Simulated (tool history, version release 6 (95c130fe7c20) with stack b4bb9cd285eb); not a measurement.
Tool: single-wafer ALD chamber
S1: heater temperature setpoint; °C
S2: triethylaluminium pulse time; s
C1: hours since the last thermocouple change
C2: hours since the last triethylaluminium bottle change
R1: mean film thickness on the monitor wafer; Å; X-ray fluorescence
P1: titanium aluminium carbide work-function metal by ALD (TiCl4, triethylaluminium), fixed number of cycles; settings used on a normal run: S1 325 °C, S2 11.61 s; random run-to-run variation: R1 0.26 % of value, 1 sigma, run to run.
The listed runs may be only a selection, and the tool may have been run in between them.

{"run": 1, "hour": 3.9, "S1": 325, "S2": 11.61, "C1": 1079, "C2": 418, "R1": 22.913}
{"run": 2, "hour": 10.1, "S1": 325, "S2": 5, "C1": 1085.2, "C2": 424.2, "R1": 19.105}
{"run": 3, "hour": 13.3, "S1": 325, "S2": 18.1, "C1": 1088.4, "C2": 427.4, "R1": 23.218}
{"run": 4, "hour": 16.6, "S1": 300, "S2": 11.61, "C1": 1091.7, "C2": 430.7, "R1": 20.576}
{"run": 5, "hour": 20.8, "S1": 347, "S2": 15.79, "C1": 1095.9, "C2": 434.9, "R1": 25.187}
{"run": 6, "hour": 25.3, "S1": 340, "S2": 11.61, "C1": 1100.4, "C2": 439.4, "R1": 24.222}
{"run": 7, "hour": 28.5, "S1": 325, "S2": 11.61, "C1": 1103.6, "C2": 442.6, "R1": 22.843}
{"run": 8, "hour": 33.0, "S1": 310, "S2": 5.61, "C1": 1108.1, "C2": 447.1, "R1": 18.638}
{"run": 9, "hour": 37.5, "S1": 325, "S2": 11.61, "C1": 1112.6, "C2": 451.6, "R1": 22.793}
{"run": 10, "hour": 42.3, "S1": 325, "S2": 11.61, "C1": 1117.4, "C2": 456.4, "R1": 22.714}
{"run": 11, "hour": 48.3, "S1": 325, "S2": 11.61, "C1": 1123.4, "C2": 462.4, "R1": 22.889}
{"run": 12, "hour": 54.4, "S1": 325, "S2": 11.61, "C1": 1129.5, "C2": 468.5, "R1": 22.755}
{"run": 13, "hour": 59.0, "S1": 325, "S2": 11.61, "C1": 1134.1, "C2": 473.1, "R1": 22.717}
{"run": 14, "hour": 65.1, "S1": 325, "S2": 11.61, "C1": 1140.2, "C2": 479.2, "R1": 22.525}
{"run": 15, "hour": 70.2, "S1": 325, "S2": 11.61, "C1": 1145.3, "C2": 484.3, "R1": 22.56}
{"run": 16, "hour": 75.6, "S1": 325, "S2": 11.61, "C1": 1150.7, "C2": 489.7, "R1": 22.593}
{"run": 17, "hour": 80.4, "S1": 325, "S2": 11.61, "C1": 1155.5, "C2": 494.5, "R1": 22.56}
{"run": 18, "hour": 85.1, "S1": 325, "S2": 11.61, "C1": 1160.2, "C2": 499.2, "R1": 22.523}
{"run": 19, "hour": 91.0, "S1": 325, "S2": 11.61, "C1": 1166.1, "C2": 505.1, "R1": 22.6}
{"run": 20, "hour": 95.1, "S1": 325, "S2": 11.61, "C1": 1170.2, "C2": 509.2, "R1": 22.513}
{"run": 21, "hour": 98.6, "S1": 325, "S2": 11.61, "C1": 1173.7, "C2": 512.7, "R1": 22.485}
{"run": 22, "hour": 103.6, "S1": 325, "S2": 11.61, "C1": 1178.7, "C2": 517.7, "R1": 22.531}

Compared with where it was, what P1 gives has crept away. Each cause listed below fits the log as well as the rest, at the size given for it:
A: triethylaluminium dose below that of a fresh bottle (%) = 13.8
B: wafer temperature below the value expected at the setpoint (K) = 3.43
The drift started at roughly hour 54.4.

Question marks stand in for the results of the 4 check runs listed below, each run on one wafer. Under which run would the listed causes show clearly different results?
{"run": "check 1", "hour": 108.6, "S1": 313, "S2": 11.61, "R1": "?"}
{"run": "check 2", "hour": 108.6, "S1": 316, "S2": 11.61, "R1": "?"}
{"run": "check 3", "hour": 108.6, "S1": 301, "S2": 11.61, "R1": "?"}
{"run": "check 4", "hour": 108.6, "S1": 311, "S2": 7.17, "R1": "?"}

How each check would come out, cause by cause:
check=check_1 result=R1 if_A=21.422 if_B=21.41
check=check_2 result=R1 if_A=21.689 if_B=21.681
check=check_3 result=R1 if_A=20.359 if_B=20.336
check=check_4 result=R1 if_A=19.335 if_B=19.8
Gap, in per cent, between the two causes that each check separates least, read from the result that separates them most: check 1 0.05 %; check 2 0.04 %; check 3 0.11 %; check 4 2.38 %
Check 4 tells the causes apart: in the others they would give nearly the same result.

With check 4 done, the readings were: R1 19.796 Å. Identify which of the listed causes applies.

B is the cause: wafer temperature below the value expected at the setpoint (K).
